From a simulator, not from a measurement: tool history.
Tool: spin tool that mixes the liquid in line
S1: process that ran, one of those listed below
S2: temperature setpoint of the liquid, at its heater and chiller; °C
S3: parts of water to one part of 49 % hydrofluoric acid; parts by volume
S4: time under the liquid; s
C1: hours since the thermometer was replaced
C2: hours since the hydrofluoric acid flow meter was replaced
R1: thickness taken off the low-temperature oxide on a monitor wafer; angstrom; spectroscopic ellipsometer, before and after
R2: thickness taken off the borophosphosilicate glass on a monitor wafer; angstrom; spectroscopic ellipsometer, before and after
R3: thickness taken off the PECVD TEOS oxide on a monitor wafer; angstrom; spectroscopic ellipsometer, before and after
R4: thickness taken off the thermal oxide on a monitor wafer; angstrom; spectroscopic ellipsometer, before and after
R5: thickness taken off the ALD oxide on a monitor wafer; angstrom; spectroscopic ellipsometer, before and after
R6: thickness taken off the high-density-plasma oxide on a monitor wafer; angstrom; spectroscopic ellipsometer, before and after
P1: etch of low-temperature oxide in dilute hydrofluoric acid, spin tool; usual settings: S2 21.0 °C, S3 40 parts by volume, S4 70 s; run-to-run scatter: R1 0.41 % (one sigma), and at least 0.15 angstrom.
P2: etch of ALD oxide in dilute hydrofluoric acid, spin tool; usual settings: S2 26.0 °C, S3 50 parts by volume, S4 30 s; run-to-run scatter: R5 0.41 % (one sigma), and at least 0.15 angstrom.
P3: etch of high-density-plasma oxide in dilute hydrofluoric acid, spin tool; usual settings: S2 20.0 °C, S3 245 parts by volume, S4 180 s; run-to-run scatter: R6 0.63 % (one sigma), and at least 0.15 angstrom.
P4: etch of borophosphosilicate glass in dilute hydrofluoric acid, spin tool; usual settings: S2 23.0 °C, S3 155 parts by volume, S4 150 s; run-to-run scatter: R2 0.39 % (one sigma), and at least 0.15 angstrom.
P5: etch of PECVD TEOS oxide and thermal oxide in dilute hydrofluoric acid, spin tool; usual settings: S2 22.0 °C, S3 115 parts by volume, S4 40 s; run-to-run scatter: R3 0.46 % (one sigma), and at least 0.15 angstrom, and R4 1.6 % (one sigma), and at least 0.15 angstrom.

run	hour	S1	S2	S3	S4	C1	C2	R1	R2	R3	R4	R5	R6
1	8.3	P1	21.0	40	70	535.7	415.8	212.740					
2	13.7	P4	23.0	155	150	541.1	421.2		522.04				
3	20.6	P4	23.0	155	275	548.0	428.1		965.23				
4	28.6	P4	23.0	155	150	556.0	436.1		527.36				
5	32.9	P5	22.0	115	65	560.3	440.4			145.050	25.458		
6	40.8	P1	21.0	40	70	568.2	448.3	212.240					
7	49.2	P5	27.0	115	40	576.6	456.7			108.520	18.652		
8	53.6	P2	26.0	50	30	581.0	461.1					85.985	
9	58.2	P3	28.0	245	180	585.6	465.7						52.180
10	64.7	P5	22.0	115	40	592.1	472.2			90.139	15.633		
11	72.4	P3	20.0	410	180	599.8	479.9						20.079
12	76.3	P1	21.0	55	70	603.7	483.8	151.380					
13	83.3	P1	21.0	25	70	610.7	490.8	341.200					
14	91.9	P2	26.0	50	30	619.3	499.4					86.169	
15	97.3	P2	26.0	50	65	624.7	504.8					185.810	
16	104.1	P3	20.0	245	340	631.5	511.6						73.045
17	109.2	P1	17.0	40	110	636.6	516.7	281.280					
18	114.2	P3	20.0	245	180	641.6	521.7						38.963
19	121.7	P1	28.5	40	70	649.1	529.2	287.630					
20	125.7	P1	21.0	40	70	653.1	533.2	211.280					
21	132.4	P2	26.0	30	30	659.8	539.9					147.670	
22	140.1	P1	21.0	40	15	667.5	547.6	45.237					
23	147.8	P1	21.0	40	130	675.2	555.3	391.730					
24	154.2	P5	22.0	70	40	681.6	561.7			155.720	25.757		
25	160.0	P4	23.0	65	150	687.4	567.5		1377.60				
26	166.9	P4	17.0	155	150	694.3	574.4		413.90				
27	173.1	P1	21.0	60	115	700.5	580.6	226.110					
28	178.9	P3	20.0	245	180	706.3	586.4						38.527
29	183.7	P1	21.0	40	70	711.1	591.2	210.790					
30	188.5	P5	22.0	115	40	715.9	596.0			88.660	15.397		
31	195.0	P2	19.0	50	30	722.4	602.5					64.564	
32	200.0	P1	21.0	40	70	727.4	607.5	210.900					
33	208.8	P1	17.0	40	70	736.2	616.3	178.150					
34	213.0	P1	21.0	40	70	740.4	620.5	212.040					
35	218.9	P1	21.0	40	70	746.3	626.4	216.460					
36	224.9	P1	21.0	40	70	752.3	632.4	218.470					
37	229.9	P1	21.0	40	70	757.3	637.4	221.490					
38	235.6	P1	21.0	40	70	763.0	643.1	221.490					
39	244.2	P1	21.0	40	70	771.6	651.7	224.040					
40	248.5	P1	21.0	40	70	775.9	656.0	224.250					
41	256.7	P1	21.0	40	70	784.1	664.2	225.080					
42	264.1	P1	21.0	40	70	791.5	671.6	222.900					
43	271.9	P1	21.0	40	70	799.3	679.4	224.170					

What P1 gives has crept away from where it was. These 2 causes fit the log equally well, each at the size given:
A: liquid hotter than its thermometer reads (K) = 1.4
B: hydrofluoric acid flow above the setpoint (%) = 5.81
The creep began at about hour 213.0.

4 check runs are offered, each on 5 wafers whose results are averaged, their results left as question marks. Which one tells the causes apart?
check 1	279.7	P5	22.0	80	40					?	?		
check 2	279.7	P2	22.0	50	60							?	
check 3	279.7	P3	24.5	395	180								?
check 4	279.7	P4	17.0	105	150				?				

What each check would give under each cause:
check	result	if A	if B
check 1	R3	142.390	143.080
check 1	R4	24.523	24.642
check 2	R5	154.660	154.950
check 3	R6	25.516	26.318
check 4	R2	678.28	680.98
How far apart the two closest causes lie, in the result that separates them most: check 1 0.48 %; check 2 0.18 %; check 3 3.1 %; check 4 0.4 %
Check 3 tells the causes apart: in the others they would give nearly the same result.

Check 3 was then run and gave: R6 25.581 angstrom. Which cause is it?

It is A: liquid hotter than its thermometer reads (K).

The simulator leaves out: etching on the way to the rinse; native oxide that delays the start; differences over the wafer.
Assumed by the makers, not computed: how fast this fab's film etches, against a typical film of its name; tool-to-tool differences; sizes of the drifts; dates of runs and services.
